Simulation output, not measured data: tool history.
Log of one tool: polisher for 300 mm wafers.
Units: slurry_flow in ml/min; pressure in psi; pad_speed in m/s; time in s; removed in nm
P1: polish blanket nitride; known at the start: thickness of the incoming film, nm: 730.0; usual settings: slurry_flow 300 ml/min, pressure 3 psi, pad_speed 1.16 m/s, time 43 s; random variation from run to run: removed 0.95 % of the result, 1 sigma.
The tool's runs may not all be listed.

run,hour,slurry_flow,pressure,pad_speed,time,removed
1,3.1,300,3,1.16,43,60.176
2,8.1,300,1.5,1.16,43,29.799
3,13.1,300,3,1.44,43,71.535
4,16.6,300,3,1.64,60,109.03
5,20.7,300,3,1.16,43,58.414
6,24.8,300,3,1.16,21,29.329
7,28.1,300,3,1.16,43,59.28
8,30.4,300,3,1.16,43,59.569
9,34.9,180,3,1.16,43,55.815
10,37.9,180,3,1.7,43,76.571
11,41,300,3,1.16,67,94.333
12,44.2,380,3,1.16,43,60.953
13,48.1,300,3,0.52,43,31.105
14,51,300,4.5,1.42,43,105.22
15,54.9,300,3,1.16,43,59.307
16,58.6,300,4.6,1.16,43,91.457
17,61.3,300,3,1.16,43,58.787
18,65.4,300,3,1.16,43,58.228
19,70.2,300,3,1.16,43,57.487
# hour 74: worn pad replaced by a new one
20,74,300,3,1.16,43,58.039
21,77.6,300,3,1.16,43,57.789
22,80.1,300,3,1.16,43,56.925
23,83.7,300,3,1.16,43,56.432
24,88.5,300,3,1.16,43,57.215
25,93.6,300,3,1.16,43,57.422

What P1 gives has crept away from where it was. These 2 causes fit the log equally well, each at the size given:
A: slurry flow missing at the pad, % = 36.7
B: head's pressure below its setpoint, % = 5.02
The creep began at about hour 61.3.
Why every other cause is out:
removal rate lost through wear of the pad, %: serviced at hour 74, which brought nothing back

4 check runs are offered, each on 5 wafers whose results are averaged, their results left as question marks. Which one tells the causes apart?
check 1,98.7,300,4.4,1.16,43,?
check 2,98.7,180,3,1.16,43,?
check 3,98.7,300,1.5,1.16,43,?
check 4,98.7,300,4.1,1.16,64,?

What each check would give under each cause:
check,result,if A,if B
check 1,removed,83.241,83.238
check 2,removed,51.839,53.497
check 3,removed,28.377,28.376
check 4,removed,115.45,115.44
How far apart the two closest causes lie, in the result that separates them most: check 1 0 %; check 2 3.15 %; check 3 0 %; check 4 0 %
Check 2 tells the causes apart: in the others they would give nearly the same result.

Check 2 was then run and gave: removed 51.991 nm. Which cause is it?

It is A: slurry flow missing at the pad, %.
